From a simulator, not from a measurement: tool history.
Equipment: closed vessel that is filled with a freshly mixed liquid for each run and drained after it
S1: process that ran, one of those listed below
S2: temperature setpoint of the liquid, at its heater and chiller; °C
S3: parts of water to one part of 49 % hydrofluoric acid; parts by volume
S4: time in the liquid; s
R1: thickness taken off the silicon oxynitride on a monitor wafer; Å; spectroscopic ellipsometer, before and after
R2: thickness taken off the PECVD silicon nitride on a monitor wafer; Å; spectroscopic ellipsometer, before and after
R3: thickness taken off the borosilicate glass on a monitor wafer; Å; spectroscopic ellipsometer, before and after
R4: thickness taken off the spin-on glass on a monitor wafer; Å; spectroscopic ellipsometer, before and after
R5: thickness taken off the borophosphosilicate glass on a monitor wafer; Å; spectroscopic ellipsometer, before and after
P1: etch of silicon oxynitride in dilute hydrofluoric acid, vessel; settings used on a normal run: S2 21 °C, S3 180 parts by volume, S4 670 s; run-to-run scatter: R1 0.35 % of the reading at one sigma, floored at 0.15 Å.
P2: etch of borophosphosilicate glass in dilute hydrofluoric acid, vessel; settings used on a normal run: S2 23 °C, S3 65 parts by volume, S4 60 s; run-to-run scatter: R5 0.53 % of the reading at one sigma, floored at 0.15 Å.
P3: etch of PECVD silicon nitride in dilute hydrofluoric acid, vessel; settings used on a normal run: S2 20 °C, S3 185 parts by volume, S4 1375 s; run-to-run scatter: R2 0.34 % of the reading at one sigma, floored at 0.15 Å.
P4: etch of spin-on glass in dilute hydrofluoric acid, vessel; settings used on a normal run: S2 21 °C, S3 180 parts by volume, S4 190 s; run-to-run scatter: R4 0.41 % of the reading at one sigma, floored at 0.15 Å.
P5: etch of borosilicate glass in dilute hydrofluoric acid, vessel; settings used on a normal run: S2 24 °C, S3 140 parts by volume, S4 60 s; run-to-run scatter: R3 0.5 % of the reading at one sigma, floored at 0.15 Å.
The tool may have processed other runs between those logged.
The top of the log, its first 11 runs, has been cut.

{"run": 12, "hour": 122.6, "S1": "P1", "S2": 28.5, "S3": 180, "S4": 670, "R1": 120.77}
{"run": 13, "hour": 134.9, "S1": "P2", "S2": 17, "S3": 65, "S4": 60, "R5": 485.01}
{"run": 14, "hour": 140.5, "S1": "P2", "S2": 23, "S3": 110, "S4": 60, "R5": 351.02}
{"run": 15, "hour": 149.0, "S1": "P1", "S2": 21, "S3": 260, "S4": 670, "R1": 56.657}
{"run": 16, "hour": 161.3, "S1": "P1", "S2": 17, "S3": 180, "S4": 940, "R1": 100.3}
{"run": 17, "hour": 173.8, "S1": "P5", "S2": 24, "S3": 60, "S4": 60, "R3": 345.6}
{"run": 18, "hour": 185.0, "S1": "P5", "S2": 24, "S3": 140, "S4": 90, "R3": 200.82}
{"run": 19, "hour": 192.2, "S1": "P5", "S2": 19, "S3": 140, "S4": 60, "R3": 109.91}
{"run": 20, "hour": 204.2, "S1": "P3", "S2": 20, "S3": 315, "S4": 1375, "R2": 73.945}
{"run": 21, "hour": 210.0, "S1": "P2", "S2": 23, "S3": 65, "S4": 30, "R5": 310.09}
{"run": 22, "hour": 215.9, "S1": "P5", "S2": 24, "S3": 140, "S4": 60, "R3": 133.57}
{"run": 23, "hour": 222.5, "S1": "P1", "S2": 21, "S3": 180, "S4": 670, "R1": 86.511}
{"run": 24, "hour": 234.8, "S1": "P4", "S2": 21, "S3": 180, "S4": 190, "R4": 328.74}
{"run": 25, "hour": 244.0, "S1": "P4", "S2": 21, "S3": 35, "S4": 190, "R4": 1997.6}

For run 26, what comes out?
{"run": 26, "hour": 254.2, "S1": "P1", "S2": 21, "S3": 180, "S4": 670, "R1": "?"}

{"run 26": {"R1": 86.429}}

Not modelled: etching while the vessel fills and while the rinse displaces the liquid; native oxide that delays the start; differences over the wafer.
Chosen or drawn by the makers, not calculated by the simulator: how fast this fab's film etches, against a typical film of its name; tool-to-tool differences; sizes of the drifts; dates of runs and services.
